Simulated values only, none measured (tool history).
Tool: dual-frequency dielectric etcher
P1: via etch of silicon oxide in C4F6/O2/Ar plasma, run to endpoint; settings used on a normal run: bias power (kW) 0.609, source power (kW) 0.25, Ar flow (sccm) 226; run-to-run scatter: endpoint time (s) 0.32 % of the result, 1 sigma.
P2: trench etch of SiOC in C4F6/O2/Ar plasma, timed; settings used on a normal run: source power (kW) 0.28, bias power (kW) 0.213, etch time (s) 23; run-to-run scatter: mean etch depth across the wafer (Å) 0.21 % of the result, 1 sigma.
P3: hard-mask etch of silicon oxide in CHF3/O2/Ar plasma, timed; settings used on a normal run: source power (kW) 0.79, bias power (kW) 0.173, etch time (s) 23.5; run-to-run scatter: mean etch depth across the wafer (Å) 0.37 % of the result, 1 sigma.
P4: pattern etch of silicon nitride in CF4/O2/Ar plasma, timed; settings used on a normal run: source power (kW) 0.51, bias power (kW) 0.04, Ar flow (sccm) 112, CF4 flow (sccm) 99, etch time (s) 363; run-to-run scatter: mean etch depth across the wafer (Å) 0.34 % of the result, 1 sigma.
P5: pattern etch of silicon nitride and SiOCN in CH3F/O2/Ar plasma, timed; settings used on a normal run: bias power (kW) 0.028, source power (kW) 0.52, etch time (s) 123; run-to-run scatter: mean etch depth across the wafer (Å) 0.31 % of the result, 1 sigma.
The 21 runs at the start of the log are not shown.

| run | day | process that ran | bias power (kW) | source power (kW) | Ar flow (sccm) | etch time (s) | CF4 flow (sccm) | hours since the last wet clean | hours since the last bias power generator calibration | hours since the last source power generator calibration | hours since the last Ar flow controller change | endpoint time (s) | mean etch depth across the wafer (Å) |
|---|---|---|---|---|---|---|---|---|---|---|---|---|---|
| 22 | 5.696 | P2 | 0.213 | 0.28 |  | 23 |  | 228.1 | 23.3 | 881.3 | 3002.8 |  | 443.68 |
| 23 | 5.917 | P1 | 0.455 | 0.19 | 226 |  |  | 233.4 | 28.6 | 886.6 | 3008.1 | 23.25 |  |
| 24 | 6.092 | P1 | 0.609 | 0.29 | 274 |  |  | 237.6 | 32.8 | 890.8 | 3012.3 | 18.2 |  |
| 25 | 6.392 | P5 | 0.028 | 0.52 |  | 123 |  | 244.8 | 40 | 898 | 3019.5 |  | 197.77 |
| 26 | 6.583 | P1 | 0.609 | 0.25 | 278 |  |  | 249.4 | 44.6 | 902.6 | 3024.1 | 19.3 |  |
| 27 | 6.771 | P1 | 0.43 | 0.25 | 226 |  |  | 253.9 | 49.1 | 907.1 | 3028.6 | 21.571 |  |
| 28 | 6.983 | P1 | 0.609 | 0.25 | 226 |  |  | 259 | 54.2 | 912.2 | 3033.7 | 18.81 |  |
| 29 | 7.146 | P1 | 0.609 | 0.25 | 226 |  |  | 262.9 | 58.1 | 916.1 | 3037.6 | 18.913 |  |
| 30 | 7.292 | P4 | 0.029 | 0.51 | 112 | 363 | 99 | 266.4 | 61.6 | 919.6 | 3041.1 |  | 5635.2 |

Predict the results of run 31:
| 31 | 7.492 | P4 | 0.04 | 0.51 | 112 | 363 | 99 | 271.2 | 66.4 | 924.4 | 3045.9 |  | ? |

mean etch depth across the wafer (Å): 6325.4
